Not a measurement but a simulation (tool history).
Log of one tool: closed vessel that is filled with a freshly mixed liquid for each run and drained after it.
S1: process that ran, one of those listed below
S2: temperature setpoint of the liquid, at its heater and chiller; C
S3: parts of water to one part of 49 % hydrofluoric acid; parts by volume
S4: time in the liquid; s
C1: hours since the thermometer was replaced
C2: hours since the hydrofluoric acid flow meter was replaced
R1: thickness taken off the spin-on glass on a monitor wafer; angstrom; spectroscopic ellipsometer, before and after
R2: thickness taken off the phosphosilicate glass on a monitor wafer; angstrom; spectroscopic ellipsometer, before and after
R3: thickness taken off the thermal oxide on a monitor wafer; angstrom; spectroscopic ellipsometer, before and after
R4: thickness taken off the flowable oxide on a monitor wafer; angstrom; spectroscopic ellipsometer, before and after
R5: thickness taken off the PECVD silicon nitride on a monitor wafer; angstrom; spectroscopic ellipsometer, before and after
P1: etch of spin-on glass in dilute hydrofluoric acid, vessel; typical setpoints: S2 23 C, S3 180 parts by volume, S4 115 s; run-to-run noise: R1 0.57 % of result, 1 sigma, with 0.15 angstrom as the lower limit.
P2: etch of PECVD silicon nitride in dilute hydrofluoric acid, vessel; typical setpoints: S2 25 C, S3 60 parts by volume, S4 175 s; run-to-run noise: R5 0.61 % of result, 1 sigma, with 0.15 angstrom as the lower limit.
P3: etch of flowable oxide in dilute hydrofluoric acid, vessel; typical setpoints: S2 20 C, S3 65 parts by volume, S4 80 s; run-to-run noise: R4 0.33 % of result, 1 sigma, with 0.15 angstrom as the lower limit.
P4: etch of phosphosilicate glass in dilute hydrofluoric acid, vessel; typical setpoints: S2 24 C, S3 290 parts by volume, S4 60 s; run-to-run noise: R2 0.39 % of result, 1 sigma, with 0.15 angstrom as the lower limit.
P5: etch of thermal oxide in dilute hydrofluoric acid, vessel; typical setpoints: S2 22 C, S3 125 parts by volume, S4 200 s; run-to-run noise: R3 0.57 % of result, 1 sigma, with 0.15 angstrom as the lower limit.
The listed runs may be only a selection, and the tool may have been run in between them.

run 1 day=0.246 | S1=P1 S2=23 S3=180 S4=115 | C1=1862.4 C2=553.5 | R1=275.16
run 2 day=0.5 | S1=P4 S2=24 S3=85 S4=60 | C1=1868.5 C2=559.6 | R2=488.13
run 3 day=0.75 | S1=P5 S2=22 S3=125 S4=65 | C1=1874.5 C2=565.6 | R3=19.997
run 4 day=1.008 | S1=P1 S2=23 S3=180 S4=30 | C1=1880.7 C2=571.8 | R1=71.322
run 5 day=1.162 | S1=P1 S2=23 S3=180 S4=115 | C1=1884.4 C2=575.5 | R1=275.26
run 6 day=1.342 | S1=P5 S2=22 S3=125 S4=200 | C1=1888.7 C2=579.8 | R3=61.119
run 7 day=1.492 | S1=P1 S2=23 S3=180 S4=115 | C1=1892.3 C2=583.4 | R1=271
run 8 day=1.754 | S1=P5 S2=29.5 S3=125 S4=200 | C1=1898.6 C2=589.7 | R3=81.506
run 9 day=1.929 | S1=P4 S2=28 S3=290 S4=60 | C1=1902.8 C2=593.9 | R2=130.34
run 10 day=2.15 | S1=P3 S2=20 S3=110 S4=80 | C1=1908.1 C2=599.2 | R4=191.5
run 11 day=2.412 | S1=P4 S2=24 S3=290 S4=60 | C1=1914.4 C2=605.5 | R2=113.9
run 12 day=2.604 | S1=P2 S2=25 S3=60 S4=175 | C1=1919 C2=610.1 | R5=51.041
run 13 day=2.788 | S1=P4 S2=24 S3=290 S4=30 | C1=1923.4 C2=614.5 | R2=56.539
run 14 day=3.033 | S1=P3 S2=20 S3=65 S4=35 | C1=1929.3 C2=620.4 | R4=147.61
run 15 day=3.283 | S1=P1 S2=23 S3=180 S4=115 | C1=1935.3 C2=626.4 | R1=274.2
run 16 day=3.429 | S1=P1 S2=18 S3=180 S4=115 | C1=1938.8 C2=629.9 | R1=225.09
run 17 day=3.617 | S1=P1 S2=23 S3=180 S4=115 | C1=1943.3 C2=634.4 | R1=273.85
run 18 day=3.742 | S1=P5 S2=22 S3=125 S4=200 | C1=1946.3 C2=637.4 | R3=61.445
run 19 day=3.883 | S1=P1 S2=23 S3=180 S4=210 | C1=1949.7 C2=640.8 | R1=496.05
run 20 day=4.088 | S1=P3 S2=20 S3=65 S4=80 | C1=1954.6 C2=645.7 | R4=339.13
run 21 day=4.208 | S1=P1 S2=23 S3=75 S4=115 | C1=1957.5 C2=648.6 | R1=745.35
run 22 day=4.429 | S1=P1 S2=27.5 S3=180 S4=115 | C1=1962.8 C2=653.9 | R1=324.39
run 23 day=4.546 | S1=P1 S2=30 S3=180 S4=190 | C1=1965.6 C2=656.7 | R1=587.23
run 24 day=4.738 | S1=P5 S2=22 S3=80 S4=200 | C1=1970.2 C2=661.3 | R3=101.6
run 25 day=4.896 | S1=P2 S2=25 S3=60 S4=340 | C1=1974 C2=665.1 | R5=99.963
run 26 day=5.096 | S1=P2 S2=29 S3=60 S4=175 | C1=1978.8 C2=669.9 | R5=66.055
run 27 day=5.212 | S1=P1 S2=23 S3=180 S4=115 | C1=1981.6 C2=672.7 | R1=270.12
run 28 day=5.346 | S1=P2 S2=25 S3=105 S4=175 | C1=1984.8 C2=675.9 | R5=29.324
run 29 day=5.471 | S1=P1 S2=23 S3=180 S4=115 | C1=1987.8 C2=678.9 | R1=270.1

Forecast run 30:
run 30 day=5.688 | S1=P3 S2=27.5 S3=65 S4=80 | C1=1993 C2=684.1 | R4=?

{"run 30": {"R4": 458.19}}

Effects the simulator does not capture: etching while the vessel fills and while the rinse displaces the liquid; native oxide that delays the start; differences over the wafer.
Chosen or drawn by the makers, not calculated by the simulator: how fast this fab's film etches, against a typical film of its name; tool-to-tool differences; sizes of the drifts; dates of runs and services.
